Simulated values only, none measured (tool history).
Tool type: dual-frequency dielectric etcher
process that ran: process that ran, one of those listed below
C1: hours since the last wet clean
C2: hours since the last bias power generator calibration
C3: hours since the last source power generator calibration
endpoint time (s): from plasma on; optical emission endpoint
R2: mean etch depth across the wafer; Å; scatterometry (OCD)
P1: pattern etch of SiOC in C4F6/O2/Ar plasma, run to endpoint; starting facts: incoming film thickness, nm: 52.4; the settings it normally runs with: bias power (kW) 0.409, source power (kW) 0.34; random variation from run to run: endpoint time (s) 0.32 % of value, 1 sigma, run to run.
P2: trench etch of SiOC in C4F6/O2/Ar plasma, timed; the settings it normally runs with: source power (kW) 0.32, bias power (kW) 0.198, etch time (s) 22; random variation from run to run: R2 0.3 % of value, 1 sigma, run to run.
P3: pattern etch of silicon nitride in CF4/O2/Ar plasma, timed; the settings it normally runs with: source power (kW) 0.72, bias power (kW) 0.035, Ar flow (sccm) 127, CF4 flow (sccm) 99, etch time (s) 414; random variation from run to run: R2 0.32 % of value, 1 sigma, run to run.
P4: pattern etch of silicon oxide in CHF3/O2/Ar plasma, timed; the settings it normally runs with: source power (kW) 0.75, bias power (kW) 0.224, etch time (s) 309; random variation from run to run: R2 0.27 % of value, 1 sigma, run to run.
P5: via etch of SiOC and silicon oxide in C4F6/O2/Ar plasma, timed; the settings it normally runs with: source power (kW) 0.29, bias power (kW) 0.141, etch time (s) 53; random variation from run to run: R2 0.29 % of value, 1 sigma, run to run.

{"run": 1, "day": 0.138, "process that ran": "P1", "bias power (kW)": 0.409, "source power (kW)": 0.34, "C1": 269.7, "C2": 2619.6, "C3": 1496, "endpoint time (s)": 20.347}
{"run": 2, "day": 0.317, "process that ran": "P3", "bias power (kW)": 0.035, "source power (kW)": 0.72, "Ar flow (sccm)": 127, "CF4 flow (sccm)": 117, "etch time (s)": 414, "C1": 274, "C2": 2623.9, "C3": 1500.3, "R2": 9676.4}
{"run": 3, "day": 0.554, "process that ran": "P3", "bias power (kW)": 0.022, "source power (kW)": 0.72, "Ar flow (sccm)": 127, "CF4 flow (sccm)": 99, "etch time (s)": 414, "C1": 279.7, "C2": 2629.6, "C3": 1506, "R2": 8119.4}
{"day": 0.742, "done": "bias power generator calibrated"}
{"run": 4, "day": 0.838, "process that ran": "P1", "bias power (kW)": 0.48, "source power (kW)": 0.42, "C1": 286.5, "C2": 2.4, "C3": 1512.8, "endpoint time (s)": 17.771}
{"run": 5, "day": 1.062, "process that ran": "P3", "bias power (kW)": 0.035, "source power (kW)": 0.72, "Ar flow (sccm)": 127, "CF4 flow (sccm)": 99, "etch time (s)": 581, "C1": 291.9, "C2": 7.8, "C3": 1518.2, "R2": 13162}
{"run": 6, "day": 1.238, "process that ran": "P2", "bias power (kW)": 0.198, "source power (kW)": 0.32, "etch time (s)": 12, "C1": 296.1, "C2": 12, "C3": 1522.4, "R2": 234.15}
{"run": 7, "day": 1.538, "process that ran": "P1", "bias power (kW)": 0.282, "source power (kW)": 0.34, "C1": 303.3, "C2": 19.2, "C3": 1529.6, "endpoint time (s)": 23.154}
{"run": 8, "day": 1.788, "process that ran": "P4", "bias power (kW)": 0.224, "source power (kW)": 0.75, "etch time (s)": 309, "C1": 309.3, "C2": 25.2, "C3": 1535.6, "R2": 7169.2}
{"run": 9, "day": 2.029, "process that ran": "P5", "bias power (kW)": 0.181, "source power (kW)": 0.29, "etch time (s)": 53, "C1": 315.1, "C2": 31, "C3": 1541.4, "R2": 521.97}
{"run": 10, "day": 2.192, "process that ran": "P2", "bias power (kW)": 0.198, "source power (kW)": 0.42, "etch time (s)": 22, "C1": 319, "C2": 34.9, "C3": 1545.3, "R2": 477.68}
{"run": 11, "day": 2.425, "process that ran": "P4", "bias power (kW)": 0.224, "source power (kW)": 0.75, "etch time (s)": 309, "C1": 324.6, "C2": 40.5, "C3": 1550.9, "R2": 7189.7}
{"run": 12, "day": 2.592, "process that ran": "P1", "bias power (kW)": 0.409, "source power (kW)": 0.47, "C1": 328.6, "C2": 44.5, "C3": 1554.9, "endpoint time (s)": 17.996}
{"run": 13, "day": 2.858, "process that ran": "P3", "bias power (kW)": 0.035, "source power (kW)": 0.72, "Ar flow (sccm)": 127, "CF4 flow (sccm)": 99, "etch time (s)": 414, "C1": 335, "C2": 50.9, "C3": 1561.3, "R2": 9391.8}
{"run": 14, "day": 3.129, "process that ran": "P1", "bias power (kW)": 0.546, "source power (kW)": 0.34, "C1": 341.5, "C2": 57.4, "C3": 1567.8, "endpoint time (s)": 18.204}
{"run": 15, "day": 3.417, "process that ran": "P3", "bias power (kW)": 0.035, "source power (kW)": 0.95, "Ar flow (sccm)": 127, "CF4 flow (sccm)": 99, "etch time (s)": 414, "C1": 348.4, "C2": 64.3, "C3": 1574.7, "R2": 12022}
{"run": 16, "day": 3.633, "process that ran": "P1", "bias power (kW)": 0.409, "source power (kW)": 0.34, "C1": 353.6, "C2": 69.5, "C3": 1579.9, "endpoint time (s)": 20.394}
{"run": 17, "day": 3.896, "process that ran": "P3", "bias power (kW)": 0.035, "source power (kW)": 0.72, "Ar flow (sccm)": 180, "CF4 flow (sccm)": 99, "etch time (s)": 414, "C1": 359.9, "C2": 75.8, "C3": 1586.2, "R2": 8914.6}
{"run": 18, "day": 4.054, "process that ran": "P2", "bias power (kW)": 0.198, "source power (kW)": 0.32, "etch time (s)": 22, "C1": 363.7, "C2": 79.6, "C3": 1590, "R2": 426.96}
{"run": 19, "day": 4.342, "process that ran": "P4", "bias power (kW)": 0.224, "source power (kW)": 0.75, "etch time (s)": 170, "C1": 370.6, "C2": 86.5, "C3": 1596.9, "R2": 3947.4}
{"run": 20, "day": 4.483, "process that ran": "P2", "bias power (kW)": 0.265, "source power (kW)": 0.32, "etch time (s)": 22, "C1": 374, "C2": 89.9, "C3": 1600.3, "R2": 473.61}
{"run": 21, "day": 4.767, "process that ran": "P4", "bias power (kW)": 0.133, "source power (kW)": 0.75, "etch time (s)": 309, "C1": 380.8, "C2": 96.7, "C3": 1607.1, "R2": 6053.7}
{"run": 22, "day": 4.988, "process that ran": "P1", "bias power (kW)": 0.409, "source power (kW)": 0.34, "C1": 386.1, "C2": 102, "C3": 1612.4, "endpoint time (s)": 20.3}
{"run": 23, "day": 5.212, "process that ran": "P4", "bias power (kW)": 0.224, "source power (kW)": 0.58, "etch time (s)": 309, "C1": 391.5, "C2": 107.4, "C3": 1617.8, "R2": 6521.1}
{"run": 24, "day": 5.429, "process that ran": "P1", "bias power (kW)": 0.409, "source power (kW)": 0.34, "C1": 396.7, "C2": 112.6, "C3": 1623, "endpoint time (s)": 20.198}
{"run": 25, "day": 5.583, "process that ran": "P5", "bias power (kW)": 0.141, "source power (kW)": 0.29, "etch time (s)": 79.5, "C1": 400.4, "C2": 116.3, "C3": 1626.7, "R2": 729.11}
{"run": 26, "day": 5.717, "process that ran": "P5", "bias power (kW)": 0.141, "source power (kW)": 0.18, "etch time (s)": 53, "C1": 403.6, "C2": 119.5, "C3": 1629.9, "R2": 402.37}
{"run": 27, "day": 5.854, "process that ran": "P1", "bias power (kW)": 0.526, "source power (kW)": 0.25, "C1": 406.9, "C2": 122.8, "C3": 1633.2, "endpoint time (s)": 20.578}
{"run": 28, "day": 6.092, "process that ran": "P1", "bias power (kW)": 0.409, "source power (kW)": 0.34, "C1": 412.6, "C2": 128.5, "C3": 1638.9, "endpoint time (s)": 20.305}
{"run": 29, "day": 6.362, "process that ran": "P1", "bias power (kW)": 0.409, "source power (kW)": 0.27, "C1": 419.1, "C2": 135, "C3": 1645.4, "endpoint time (s)": 22.264}
{"run": 30, "day": 6.575, "process that ran": "P5", "bias power (kW)": 0.141, "source power (kW)": 0.29, "etch time (s)": 53, "C1": 424.2, "C2": 140.1, "C3": 1650.5, "R2": 487.95}
{"run": 31, "day": 6.829, "process that ran": "P2", "bias power (kW)": 0.198, "source power (kW)": 0.32, "etch time (s)": 22, "C1": 430.3, "C2": 146.2, "C3": 1656.6, "R2": 427.29}
{"run": 32, "day": 7.121, "process that ran": "P1", "bias power (kW)": 0.277, "source power (kW)": 0.28, "C1": 437.3, "C2": 153.2, "C3": 1663.6, "endpoint time (s)": 25.11}
{"run": 33, "day": 7.296, "process that ran": "P1", "bias power (kW)": 0.409, "source power (kW)": 0.34, "C1": 441.5, "C2": 157.4, "C3": 1667.8, "endpoint time (s)": 20.342}
{"run": 34, "day": 7.542, "process that ran": "P1", "bias power (kW)": 0.409, "source power (kW)": 0.34, "C1": 447.4, "C2": 163.3, "C3": 1673.7, "endpoint time (s)": 20.456}
{"run": 35, "day": 7.725, "process that ran": "P1", "bias power (kW)": 0.409, "source power (kW)": 0.34, "C1": 451.8, "C2": 167.7, "C3": 1678.1, "endpoint time (s)": 20.578}
{"run": 36, "day": 8.021, "process that ran": "P1", "bias power (kW)": 0.409, "source power (kW)": 0.34, "C1": 458.9, "C2": 174.8, "C3": 1685.2, "endpoint time (s)": 20.468}
{"day": 8.042, "done": "wet clean of the chamber"}
{"run": 37, "day": 8.2, "process that ran": "P1", "bias power (kW)": 0.409, "source power (kW)": 0.34, "C1": 3.8, "C2": 179.1, "C3": 1689.5, "endpoint time (s)": 20.616}
{"run": 38, "day": 8.471, "process that ran": "P1", "bias power (kW)": 0.409, "source power (kW)": 0.34, "C1": 10.3, "C2": 185.6, "C3": 1696, "endpoint time (s)": 20.729}
{"run": 39, "day": 8.633, "process that ran": "P1", "bias power (kW)": 0.409, "source power (kW)": 0.34, "C1": 14.2, "C2": 189.5, "C3": 1699.9, "endpoint time (s)": 20.729}

The log shows P1 creeping away from where it was. Any of the 2 causes listed here, at the size stated for it, fits the log just as well as the others:
A: bias power that arrives under what is set, % = 4.31
B: source power that arrives under what is set, % = 4.23
The onset of the drift is placed at about day 7.296.
Other possible causes, and why each is ruled out:
chamber walls in a state that lowers the etch rate, %: serviced at day 8.042, after the change had begun; the process did not return to its earlier output

Listed below are the offered check runs, one wafer per run, with question marks in place of results. For which of them would the causes give clearly different outcomes?
{"run": "check 1", "day": 8.796, "process that ran": "P2", "bias power (kW)": 0.234, "source power (kW)": 0.32, "etch time (s)": 12, "R2": "?"}
{"run": "check 2", "day": 8.796, "process that ran": "P3", "bias power (kW)": 0.023, "source power (kW)": 0.72, "Ar flow (sccm)": 176, "CF4 flow (sccm)": 99, "etch time (s)": 414, "R2": "?"}
{"run": "check 3", "day": 8.796, "process that ran": "P4", "bias power (kW)": 0.135, "source power (kW)": 0.75, "etch time (s)": 178, "R2": "?"}
{"run": "check 4", "day": 8.796, "process that ran": "P5", "bias power (kW)": 0.141, "source power (kW)": 0.18, "etch time (s)": 53, "R2": "?"}

What each check would give under each cause:
check=check_1 result=R2 if_A=243.74 if_B=243.35
check=check_2 result=R2 if_A=7603.7 if_B=7422.3
check=check_3 result=R2 if_A=3461.4 if_B=3450
check=check_4 result=R2 if_A=397.06 if_B=396.08
Separation of the two closest causes in each check, using whichever result separates them best: check 1 0.16 %; check 2 2.42 %; check 3 0.33 %; check 4 0.25 %
Only check 2 tells the causes apart: in the others they would give nearly the same result.

Check 2 has now been run. It gave: R2 7606 Å. Which of the candidate causes is it?

Of the candidate causes, it is A: bias power that arrives under what is set, %.
